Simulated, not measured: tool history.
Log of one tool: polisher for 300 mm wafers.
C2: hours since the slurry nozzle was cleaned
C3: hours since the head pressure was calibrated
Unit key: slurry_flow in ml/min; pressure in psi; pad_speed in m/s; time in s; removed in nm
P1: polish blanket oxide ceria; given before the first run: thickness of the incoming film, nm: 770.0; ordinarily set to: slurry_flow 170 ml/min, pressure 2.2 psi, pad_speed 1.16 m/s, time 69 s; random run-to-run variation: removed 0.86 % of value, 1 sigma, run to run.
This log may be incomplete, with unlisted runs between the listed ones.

Run 1, hour 11.5: slurry_flow 170 ml/min, pressure 2.2 psi, pad_speed 1.16 m/s, time 69 s; wafers polished on this pad 341; C2 165.3; C3 316.6. Result: removed 294.54 nm.
Run 2, hour 21.8: slurry_flow 170 ml/min, pressure 1 psi, pad_speed 1.16 m/s, time 69 s; wafers polished on this pad 425; C2 175.6; C3 326.9. Result: removed 134.52 nm.
Run 3, hour 38.9: slurry_flow 170 ml/min, pressure 2.8 psi, pad_speed 1.16 m/s, time 69 s; wafers polished on this pad 566; C2 192.7; C3 344. Result: removed 371.77 nm.
Run 4, hour 54.5: slurry_flow 170 ml/min, pressure 2.2 psi, pad_speed 1.16 m/s, time 37 s; wafers polished on this pad 694; C2 208.3; C3 359.6. Result: removed 156.25 nm.
Run 5, hour 65.2: slurry_flow 170 ml/min, pressure 2.2 psi, pad_speed 1.16 m/s, time 104 s; wafers polished on this pad 782; C2 219; C3 370.3. Result: removed 449.56 nm.
Run 6, hour 80.9: slurry_flow 170 ml/min, pressure 2.2 psi, pad_speed 1.16 m/s, time 69 s; wafers polished on this pad 911; C2 234.7; C3 386. Result: removed 291.88 nm.
Run 7, hour 98.9: slurry_flow 170 ml/min, pressure 2.2 psi, pad_speed 1.16 m/s, time 69 s; wafers polished on this pad 1059; C2 252.7; C3 404. Result: removed 292.9 nm.
Run 8, hour 116.6: slurry_flow 100 ml/min, pressure 2.2 psi, pad_speed 1.16 m/s, time 69 s; wafers polished on this pad 1205; C2 270.4; C3 421.7. Result: removed 263.18 nm.
At hour 126.5: head pressure recalibrated.
Run 9, hour 126.6: slurry_flow 230 ml/min, pressure 2.2 psi, pad_speed 1.16 m/s, time 69 s; wafers polished on this pad 1287; C2 280.4; C3 0.1. Result: removed 311.22 nm.
Run 10, hour 138.4: slurry_flow 170 ml/min, pressure 2.2 psi, pad_speed 0.82 m/s, time 69 s; wafers polished on this pad 1384; C2 292.2; C3 11.9. Result: removed 208.11 nm.
Run 11, hour 146.7: slurry_flow 170 ml/min, pressure 2.2 psi, pad_speed 1.82 m/s, time 69 s; wafers polished on this pad 1452; C2 300.5; C3 20.2. Result: removed 458.85 nm.
Run 12, hour 164: slurry_flow 230 ml/min, pressure 2.2 psi, pad_speed 0.64 m/s, time 69 s; wafers polished on this pad 1595; C2 317.8; C3 37.5. Result: removed 167.26 nm.
Run 13, hour 172.7: slurry_flow 170 ml/min, pressure 2.2 psi, pad_speed 1.16 m/s, time 69 s; wafers polished on this pad 1666; C2 326.5; C3 46.2. Result: removed 288.39 nm.
Run 14, hour 185.6: slurry_flow 170 ml/min, pressure 2.2 psi, pad_speed 1.16 m/s, time 69 s; wafers polished on this pad 1772; C2 339.4; C3 59.1. Result: removed 296.14 nm.
Run 15, hour 199.4: slurry_flow 170 ml/min, pressure 2.2 psi, pad_speed 1.16 m/s, time 69 s; wafers polished on this pad 1886; C2 353.2; C3 72.9. Result: removed 286.72 nm.
Run 16, hour 209.5: slurry_flow 170 ml/min, pressure 2.2 psi, pad_speed 1.16 m/s, time 69 s; wafers polished on this pad 1969; C2 363.3; C3 83. Result: removed 280.17 nm.
Run 17, hour 223.1: slurry_flow 170 ml/min, pressure 2.2 psi, pad_speed 1.16 m/s, time 69 s; wafers polished on this pad 2081; C2 376.9; C3 96.6. Result: removed 279.42 nm.
Run 18, hour 233: slurry_flow 170 ml/min, pressure 2.2 psi, pad_speed 1.16 m/s, time 69 s; wafers polished on this pad 2162; C2 386.8; C3 106.5. Result: removed 270.6 nm.
Run 19, hour 245.9: slurry_flow 170 ml/min, pressure 2.2 psi, pad_speed 1.16 m/s, time 69 s; wafers polished on this pad 2268; C2 399.7; C3 119.4. Result: removed 266.71 nm.
Run 20, hour 263: slurry_flow 170 ml/min, pressure 2.2 psi, pad_speed 1.16 m/s, time 69 s; wafers polished on this pad 2409; C2 416.8; C3 136.5. Result: removed 266.67 nm.
At hour 265.2: worn pad replaced by a new one.
Run 21, hour 273.2: slurry_flow 170 ml/min, pressure 2.2 psi, pad_speed 1.16 m/s, time 69 s; wafers polished on this pad 66; C2 427; C3 146.7. Result: removed 270.77 nm.
Run 22, hour 281.2: slurry_flow 170 ml/min, pressure 2.2 psi, pad_speed 1.16 m/s, time 69 s; wafers polished on this pad 132; C2 435; C3 154.7. Result: removed 271.44 nm.
Run 23, hour 292.9: slurry_flow 170 ml/min, pressure 2.2 psi, pad_speed 1.16 m/s, time 69 s; wafers polished on this pad 228; C2 446.7; C3 166.4. Result: removed 272.15 nm.
Run 24, hour 301.2: slurry_flow 170 ml/min, pressure 2.2 psi, pad_speed 1.16 m/s, time 69 s; wafers polished on this pad 296; C2 455; C3 174.7. Result: removed 269.76 nm.

The log shows P1 creeping away from where it was. Any of the 2 causes listed here, at the size stated for it, fits the log just as well as the others:
A: slurry flow missing at the pad, % = 37.1
B: head's pressure below its setpoint, % = 8.51
At approximately hour 185.6, the process output began to creep.
Each remaining cause and why it is not a fit:
removal rate lost through wear of the pad, %: was serviced at hour 265.2, once the creep was under way, yet the earlier output never came back

Consider the 4 check runs below, whose results appear as question marks and each of which averages 2 wafers. Which one distinguishes the causes, in that each cause would give it a clearly different result?
Run check 1, hour 309.5: slurry_flow 105 ml/min, pressure 2.2 psi, pad_speed 1.16 m/s, time 69 s. Result: removed ?.
Run check 2, hour 309.5: slurry_flow 205 ml/min, pressure 1.5 psi, pad_speed 1.16 m/s, time 69 s. Result: removed ?.
Run check 3, hour 309.5: slurry_flow 170 ml/min, pressure 2.2 psi, pad_speed 1.16 m/s, time 90 s. Result: removed ?.
Run check 4, hour 309.5: slurry_flow 205 ml/min, pressure 2.2 psi, pad_speed 1.16 m/s, time 69 s. Result: removed ?.

If the cause were each of the candidates in turn, the checks would give the following:
  check   result    if A    if B
check 1  removed  233.66  244.93
check 2  removed  190.89  188.22
check 3  removed   350.7  350.69
check 4  removed  279.97  276.06
Per-check spread between the two closest causes, in the result where they differ most: check 1 4.71 %; check 2 1.41 %; check 3 0 %; check 4 1.41 %
Check 1 tells the causes apart: in the others they would give nearly the same result.

Running check 1 produced the following: removed 243.91 nm. Which one of the listed causes fits?

The cause is B: head's pressure below its setpoint, %.
